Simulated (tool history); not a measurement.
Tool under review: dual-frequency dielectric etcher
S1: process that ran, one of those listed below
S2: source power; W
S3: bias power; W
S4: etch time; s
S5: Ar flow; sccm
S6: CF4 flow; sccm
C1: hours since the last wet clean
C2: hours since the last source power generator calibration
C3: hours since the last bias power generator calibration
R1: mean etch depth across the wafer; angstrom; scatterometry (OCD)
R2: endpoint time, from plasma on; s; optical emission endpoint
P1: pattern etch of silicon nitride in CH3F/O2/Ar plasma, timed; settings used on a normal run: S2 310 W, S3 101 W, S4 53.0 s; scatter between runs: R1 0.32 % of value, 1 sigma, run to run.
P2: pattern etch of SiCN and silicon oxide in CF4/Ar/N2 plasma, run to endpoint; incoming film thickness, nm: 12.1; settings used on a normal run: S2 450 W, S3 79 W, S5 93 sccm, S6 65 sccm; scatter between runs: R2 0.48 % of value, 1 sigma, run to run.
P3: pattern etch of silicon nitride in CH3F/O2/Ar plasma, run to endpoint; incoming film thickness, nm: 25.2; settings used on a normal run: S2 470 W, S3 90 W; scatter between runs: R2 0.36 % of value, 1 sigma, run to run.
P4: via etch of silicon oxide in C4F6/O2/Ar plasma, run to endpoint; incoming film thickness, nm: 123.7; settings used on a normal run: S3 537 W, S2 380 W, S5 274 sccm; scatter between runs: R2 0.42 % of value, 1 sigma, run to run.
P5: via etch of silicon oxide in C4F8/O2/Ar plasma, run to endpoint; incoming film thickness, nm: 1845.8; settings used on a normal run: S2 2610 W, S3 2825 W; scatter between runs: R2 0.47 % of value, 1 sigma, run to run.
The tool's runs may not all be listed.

Run 1, hour 7.8: S1 P1, S2 310 W, S3 101 W, S4 53.0 s; C1 215.1; C2 1676.4; C3 1699.3. Result: R1 373.35 angstrom.
Run 2, hour 15.3: S1 P4, S2 380 W, S3 537 W, S5 274 sccm; C1 222.6; C2 1683.9; C3 1706.8. Result: R2 25.950 s.
Run 3, hour 20.4: S1 P5, S2 2610 W, S3 2825 W; C1 227.7; C2 1689.0; C3 1711.9. Result: R2 297.060 s.
Run 4, hour 30.4: S1 P1, S2 310 W, S3 101 W, S4 53.0 s; C1 237.7; C2 1699.0; C3 1721.9. Result: R1 373.25 angstrom.
Run 5, hour 40.9: S1 P3, S2 470 W, S3 117 W; C1 248.2; C2 1709.5; C3 1732.4. Result: R2 28.463 s.
Run 6, hour 46.0: S1 P2, S2 450 W, S3 96 W, S5 93 sccm, S6 65 sccm; C1 253.3; C2 1714.6; C3 1737.5. Result: R2 12.721 s.
Run 7, hour 53.8: S1 P3, S2 470 W, S3 90 W; C1 261.1; C2 1722.4; C3 1745.3. Result: R2 31.075 s.
Run 8, hour 62.8: S1 P4, S2 520 W, S3 537 W, S5 274 sccm; C1 270.1; C2 1731.4; C3 1754.3. Result: R2 23.230 s.
Run 9, hour 70.5: S1 P1, S2 310 W, S3 101 W, S4 72.0 s; C1 277.8; C2 1739.1; C3 1762.0. Result: R1 507.33 angstrom.
Run 10, hour 75.7: S1 P1, S2 200 W, S3 101 W, S4 53.0 s; C1 283.0; C2 1744.3; C3 1767.2. Result: R1 317.70 angstrom.
Run 11, hour 82.6: S1 P2, S2 280 W, S3 79 W, S5 93 sccm, S6 65 sccm; C1 289.9; C2 1751.2; C3 1774.1. Result: R2 20.797 s.
Run 12, hour 92.3: S1 P1, S2 310 W, S3 62 W, S4 53.0 s; C1 299.6; C2 1760.9; C3 1783.8. Result: R1 312.97 angstrom.
Run 13, hour 97.7: S1 P1, S2 310 W, S3 101 W, S4 53.0 s; C1 305.0; C2 1766.3; C3 1789.2. Result: R1 370.79 angstrom.
Run 14, hour 105.1: S1 P1, S2 210 W, S3 69 W, S4 53.0 s; C1 312.4; C2 1773.7; C3 1796.6. Result: R1 281.49 angstrom.
Run 15, hour 112.0: S1 P2, S2 450 W, S3 79 W, S5 119 sccm, S6 65 sccm; C1 319.3; C2 1780.6; C3 1803.5. Result: R2 14.092 s.
Run 16, hour 120.2: S1 P1, S2 310 W, S3 101 W, S4 38.5 s; C1 327.5; C2 1788.8; C3 1811.7. Result: R1 271.03 angstrom.
Run 17, hour 128.9: S1 P5, S2 2610 W, S3 1926 W; C1 336.2; C2 1797.5; C3 1820.4. Result: R2 332.410 s.
Run 18, hour 138.7: S1 P1, S2 310 W, S3 101 W, S4 53.0 s; C1 346.0; C2 1807.3; C3 1830.2. Result: R1 371.85 angstrom.
Run 19, hour 146.1: S1 P4, S2 380 W, S3 537 W, S5 330 sccm; C1 353.4; C2 1814.7; C3 1837.6. Result: R2 26.305 s.
Run 20, hour 151.9: S1 P3, S2 290 W, S3 90 W; C1 359.2; C2 1820.5; C3 1843.4. Result: R2 37.562 s.
Run 21, hour 159.7: S1 P4, S2 380 W, S3 678 W, S5 274 sccm; C1 367.0; C2 1828.3; C3 1851.2. Result: R2 23.749 s.
Run 22, hour 169.0: S1 P5, S2 2610 W, S3 2825 W; C1 376.3; C2 1837.6; C3 1860.5. Result: R2 298.840 s.
Run 23, hour 179.6: S1 P1, S2 310 W, S3 127 W, S4 53.0 s; C1 386.9; C2 1848.2; C3 1871.1. Result: R1 404.60 angstrom.
Run 24, hour 187.0: S1 P2, S2 450 W, S3 79 W, S5 93 sccm, S6 79 sccm; C1 394.3; C2 1855.6; C3 1878.5. Result: R2 13.232 s.
Run 25, hour 194.0: S1 P2, S2 450 W, S3 79 W, S5 93 sccm, S6 65 sccm; C1 401.3; C2 1862.6; C3 1885.5. Result: R2 13.762 s.
At hour 198.7: wet clean of the chamber.
Run 26, hour 200.4: S1 P1, S2 310 W, S3 101 W, S4 53.0 s; C1 1.8; C2 1869.0; C3 1891.9. Result: R1 371.04 angstrom.
Run 27, hour 206.3: S1 P1, S2 440 W, S3 101 W, S4 53.0 s; C1 7.7; C2 1874.9; C3 1897.8. Result: R1 422.67 angstrom.
Run 28, hour 212.3: S1 P1, S2 310 W, S3 101 W, S4 53.0 s; C1 13.7; C2 1880.9; C3 1903.8. Result: R1 372.10 angstrom.
Run 29, hour 222.7: S1 P5, S2 1940 W, S3 2825 W; C1 24.1; C2 1891.3; C3 1914.2. Result: R2 334.320 s.
Run 30, hour 230.6: S1 P1, S2 310 W, S3 101 W, S4 53.0 s; C1 32.0; C2 1899.2; C3 1922.1. Result: R1 371.70 angstrom.
Run 31, hour 236.7: S1 P1, S2 310 W, S3 101 W, S4 53.0 s; C1 38.1; C2 1905.3; C3 1928.2. Result: R1 370.09 angstrom.
Run 32, hour 242.0: S1 P1, S2 310 W, S3 101 W, S4 53.0 s; C1 43.4; C2 1910.6; C3 1933.5. Result: R1 368.95 angstrom.
Run 33, hour 250.5: S1 P1, S2 310 W, S3 101 W, S4 53.0 s; C1 51.9; C2 1919.1; C3 1942.0. Result: R1 366.88 angstrom.
At hour 253.4: wet clean of the chamber.
Run 34, hour 258.7: S1 P1, S2 310 W, S3 101 W, S4 53.0 s; C1 5.3; C2 1927.3; C3 1950.2. Result: R1 366.96 angstrom.
Run 35, hour 269.0: S1 P1, S2 310 W, S3 101 W, S4 53.0 s; C1 15.6; C2 1937.6; C3 1960.5. Result: R1 366.00 angstrom.
Run 36, hour 277.9: S1 P1, S2 310 W, S3 101 W, S4 53.0 s; C1 24.5; C2 1946.5; C3 1969.4. Result: R1 365.65 angstrom.
Run 37, hour 283.4: S1 P1, S2 310 W, S3 101 W, S4 53.0 s; C1 30.0; C2 1952.0; C3 1974.9. Result: R1 363.57 angstrom.
Run 38, hour 288.4: S1 P1, S2 310 W, S3 101 W, S4 53.0 s; C1 35.0; C2 1957.0; C3 1979.9. Result: R1 363.39 angstrom.

The log shows P1 creeping away from where it was. Any of the 2 causes listed here, at the size stated for it, fits the log just as well as the others:
A: source power that arrives under what is set, % = 4.88
B: bias power that arrives under what is set, % = 4.85
The drift started at roughly hour 230.6.
Excluded causes, each with its reason:
chamber walls in a state that lowers the etch rate, %: its service at hour 253.4 followed the start of the drift and did not put the process back to its old value

Below are 4 check runs, each averaged over 2 wafers, with their results shown as question marks. Which of them would give clearly different results depending on which cause is behind the drift?
Run check 1, hour 293.4: S1 P5, S2 2030 W, S3 2040 W. Result: R2 ?.
Run check 2, hour 293.4: S1 P3, S2 470 W, S3 113 W. Result: R2 ?.
Run check 3, hour 293.4: S1 P2, S2 310 W, S3 79 W, S5 114 sccm, S6 65 sccm. Result: R2 ?.
Run check 4, hour 293.4: S1 P4, S2 520 W, S3 537 W, S5 274 sccm. Result: R2 ?.

How each check would come out, cause by cause:
  check  result     if A     if B
check 1      R2  369.900  367.770
check 2      R2   29.395   29.390
check 3      R2   20.387   19.870
check 4      R2   23.538   23.538
Smallest distance between any two causes, each pair judged by its most separating result, in per cent: check 1 0.58 %; check 2 0.02 %; check 3 2.57 %; check 4 0 %
The other checks would show nearly matching results whichever cause is true, so check 3 is the only one that separates the causes.

Here is what check 3 returned: R2 19.944 s. Which cause is it?

The cause is B: bias power that arrives under what is set, %.
